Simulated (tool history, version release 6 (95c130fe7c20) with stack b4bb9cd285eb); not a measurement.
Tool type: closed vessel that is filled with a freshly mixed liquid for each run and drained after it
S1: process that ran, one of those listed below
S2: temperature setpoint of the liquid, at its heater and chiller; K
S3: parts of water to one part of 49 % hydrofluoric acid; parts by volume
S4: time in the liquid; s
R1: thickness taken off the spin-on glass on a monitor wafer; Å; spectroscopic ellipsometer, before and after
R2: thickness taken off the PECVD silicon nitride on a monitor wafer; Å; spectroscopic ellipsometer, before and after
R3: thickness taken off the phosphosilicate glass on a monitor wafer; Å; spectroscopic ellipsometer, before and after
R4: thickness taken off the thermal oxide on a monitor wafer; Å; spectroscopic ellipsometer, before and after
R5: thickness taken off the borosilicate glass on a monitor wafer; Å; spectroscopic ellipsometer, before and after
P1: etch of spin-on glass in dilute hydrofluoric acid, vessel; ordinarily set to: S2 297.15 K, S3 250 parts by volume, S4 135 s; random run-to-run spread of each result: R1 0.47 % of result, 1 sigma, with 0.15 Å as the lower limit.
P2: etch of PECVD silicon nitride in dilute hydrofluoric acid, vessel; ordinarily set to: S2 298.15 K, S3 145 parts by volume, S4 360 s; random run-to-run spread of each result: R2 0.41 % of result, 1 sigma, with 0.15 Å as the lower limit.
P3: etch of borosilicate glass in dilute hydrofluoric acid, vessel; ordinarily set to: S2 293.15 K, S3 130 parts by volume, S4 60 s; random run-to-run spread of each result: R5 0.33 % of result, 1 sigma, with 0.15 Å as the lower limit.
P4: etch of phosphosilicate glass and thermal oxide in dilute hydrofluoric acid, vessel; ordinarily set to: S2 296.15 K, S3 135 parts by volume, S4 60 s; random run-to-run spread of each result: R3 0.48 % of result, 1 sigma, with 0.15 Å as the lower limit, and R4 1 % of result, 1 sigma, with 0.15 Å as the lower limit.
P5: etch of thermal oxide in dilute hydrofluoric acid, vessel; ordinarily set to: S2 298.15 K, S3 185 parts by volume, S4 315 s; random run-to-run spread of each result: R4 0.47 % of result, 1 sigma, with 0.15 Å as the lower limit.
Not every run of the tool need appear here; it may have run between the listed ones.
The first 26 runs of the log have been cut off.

| run | hour | S1 | S2 | S3 | S4 | R1 | R2 | R3 | R4 | R5 |
|---|---|---|---|---|---|---|---|---|---|---|
|  | 207.4 | hydrofluoric acid flow meter replaced |
| 27 | 212.7 | P1 | 297.15 | 250 | 30 | 21.832 |  |  |  |  |
| 28 | 219.1 | P1 | 297.15 | 160 | 135 | 168.4 |  |  |  |  |
| 29 | 230.4 | P3 | 290.15 | 130 | 60 |  |  |  |  | 136.27 |
| 30 | 239.5 | P1 | 297.15 | 250 | 215 | 159.56 |  |  |  |  |
| 31 | 244.7 | P3 | 293.15 | 130 | 30 |  |  |  |  | 76.895 |
| 32 | 253.4 | P1 | 297.15 | 250 | 135 | 98.505 |  |  |  |  |
| 33 | 263.3 | P1 | 297.15 | 250 | 135 | 94.968 |  |  |  |  |
| 34 | 271.9 | P1 | 297.15 | 250 | 135 | 94.216 |  |  |  |  |
| 35 | 278 | P1 | 297.15 | 250 | 135 | 93.326 |  |  |  |  |
| 36 | 283.7 | P1 | 297.15 | 250 | 135 | 94.156 |  |  |  |  |

What will run 37 give?
| 37 | 294.9 | P1 | 297.15 | 250 | 135 | ? |  |  |  |  |

For run 37 the tool returned R1 92.755 Å.
